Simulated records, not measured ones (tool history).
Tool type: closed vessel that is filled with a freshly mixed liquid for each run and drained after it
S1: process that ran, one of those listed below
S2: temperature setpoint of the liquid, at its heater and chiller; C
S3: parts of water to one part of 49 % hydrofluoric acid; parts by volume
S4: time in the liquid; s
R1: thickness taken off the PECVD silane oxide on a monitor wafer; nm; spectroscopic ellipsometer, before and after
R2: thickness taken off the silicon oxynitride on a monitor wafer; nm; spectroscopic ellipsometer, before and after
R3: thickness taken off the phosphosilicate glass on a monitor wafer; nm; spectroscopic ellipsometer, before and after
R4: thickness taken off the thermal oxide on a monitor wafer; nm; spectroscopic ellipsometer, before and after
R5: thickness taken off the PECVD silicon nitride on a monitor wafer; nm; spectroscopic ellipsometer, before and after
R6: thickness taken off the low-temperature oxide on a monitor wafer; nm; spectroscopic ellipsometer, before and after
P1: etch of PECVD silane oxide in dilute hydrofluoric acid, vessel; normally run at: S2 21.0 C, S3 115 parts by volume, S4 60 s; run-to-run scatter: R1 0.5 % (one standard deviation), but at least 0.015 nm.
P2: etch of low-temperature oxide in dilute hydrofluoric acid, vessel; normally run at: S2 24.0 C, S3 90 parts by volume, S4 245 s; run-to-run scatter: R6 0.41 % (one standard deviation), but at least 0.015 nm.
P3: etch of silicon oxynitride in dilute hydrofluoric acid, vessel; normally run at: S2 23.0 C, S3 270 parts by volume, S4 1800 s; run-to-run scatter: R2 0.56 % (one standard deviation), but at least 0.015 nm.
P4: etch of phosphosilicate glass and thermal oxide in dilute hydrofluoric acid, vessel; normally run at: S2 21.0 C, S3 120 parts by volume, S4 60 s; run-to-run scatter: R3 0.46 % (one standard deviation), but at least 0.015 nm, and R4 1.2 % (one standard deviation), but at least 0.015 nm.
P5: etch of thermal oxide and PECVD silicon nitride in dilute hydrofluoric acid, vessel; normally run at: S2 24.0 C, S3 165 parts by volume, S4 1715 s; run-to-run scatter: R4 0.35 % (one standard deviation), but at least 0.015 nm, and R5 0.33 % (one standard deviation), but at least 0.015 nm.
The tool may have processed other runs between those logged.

{"run": 1, "day": 0.379, "S1": "P1", "S2": 21.0, "S3": 115, "S4": 60, "R1": 18.686}
{"run": 2, "day": 0.817, "S1": "P3", "S2": 18.5, "S3": 270, "S4": 1800, "R2": 7.8499}
{"run": 3, "day": 1.079, "S1": "P4", "S2": 21.0, "S3": 120, "S4": 60, "R3": 30.914, "R4": 2.0575}
{"run": 4, "day": 1.454, "S1": "P1", "S2": 21.0, "S3": 115, "S4": 60, "R1": 18.794}
{"run": 5, "day": 1.788, "S1": "P1", "S2": 21.0, "S3": 165, "S4": 30, "R1": 6.2126}
{"run": 6, "day": 2.1, "S1": "P4", "S2": 21.0, "S3": 215, "S4": 60, "R3": 15.632, "R4": 1.0277}
{"run": 7, "day": 2.533, "S1": "P4", "S2": 25.0, "S3": 120, "S4": 60, "R3": 36.612, "R4": 2.339}
{"run": 8, "day": 2.854, "S1": "P1", "S2": 21.0, "S3": 115, "S4": 60, "R1": 18.83}
{"run": 9, "day": 3.1, "S1": "P5", "S2": 30.5, "S3": 165, "S4": 1715, "R4": 58.066, "R5": 26.525}
{"run": 10, "day": 3.467, "S1": "P1", "S2": 27.0, "S3": 115, "S4": 60, "R1": 23.595}
{"run": 11, "day": 3.767, "S1": "P1", "S2": 21.0, "S3": 115, "S4": 115, "R1": 36.32}
{"run": 12, "day": 4.0, "S1": "P2", "S2": 24.0, "S3": 90, "S4": 245, "R6": 28.688}
{"run": 13, "day": 4.288, "S1": "P3", "S2": 23.0, "S3": 100, "S4": 1800, "R2": 29.555}
{"run": 14, "day": 4.512, "S1": "P1", "S2": 21.0, "S3": 115, "S4": 60, "R1": 18.936}
{"run": 15, "day": 4.742, "S1": "P5", "S2": 24.0, "S3": 165, "S4": 2560, "R4": 68.308, "R5": 26.712}
{"run": 16, "day": 4.958, "S1": "P1", "S2": 21.0, "S3": 50, "S4": 60, "R1": 46.96}
{"run": 17, "day": 5.408, "S1": "P5", "S2": 24.0, "S3": 165, "S4": 1715, "R4": 45.756, "R5": 17.678}
{"run": 18, "day": 5.846, "S1": "P2", "S2": 24.0, "S3": 90, "S4": 350, "R6": 40.975}
{"run": 19, "day": 6.125, "S1": "P1", "S2": 21.0, "S3": 115, "S4": 30, "R1": 9.3354}
{"run": 20, "day": 6.346, "S1": "P2", "S2": 28.5, "S3": 90, "S4": 245, "R6": 34.138}
{"run": 21, "day": 6.775, "S1": "P1", "S2": 17.0, "S3": 115, "S4": 60, "R1": 15.954}
{"run": 22, "day": 7.025, "S1": "P1", "S2": 21.0, "S3": 115, "S4": 60, "R1": 18.818}
{"run": 23, "day": 7.454, "S1": "P1", "S2": 21.0, "S3": 185, "S4": 60, "R1": 10.774}
{"run": 24, "day": 7.742, "S1": "P3", "S2": 23.0, "S3": 270, "S4": 1800, "R2": 9.7232}

What does the tool deliver on the next run?
{"run": 25, "day": 8.192, "S1": "P1", "S2": 21.0, "S3": 205, "S4": 30, "R1": "?"}

R1: 4.7522 nm
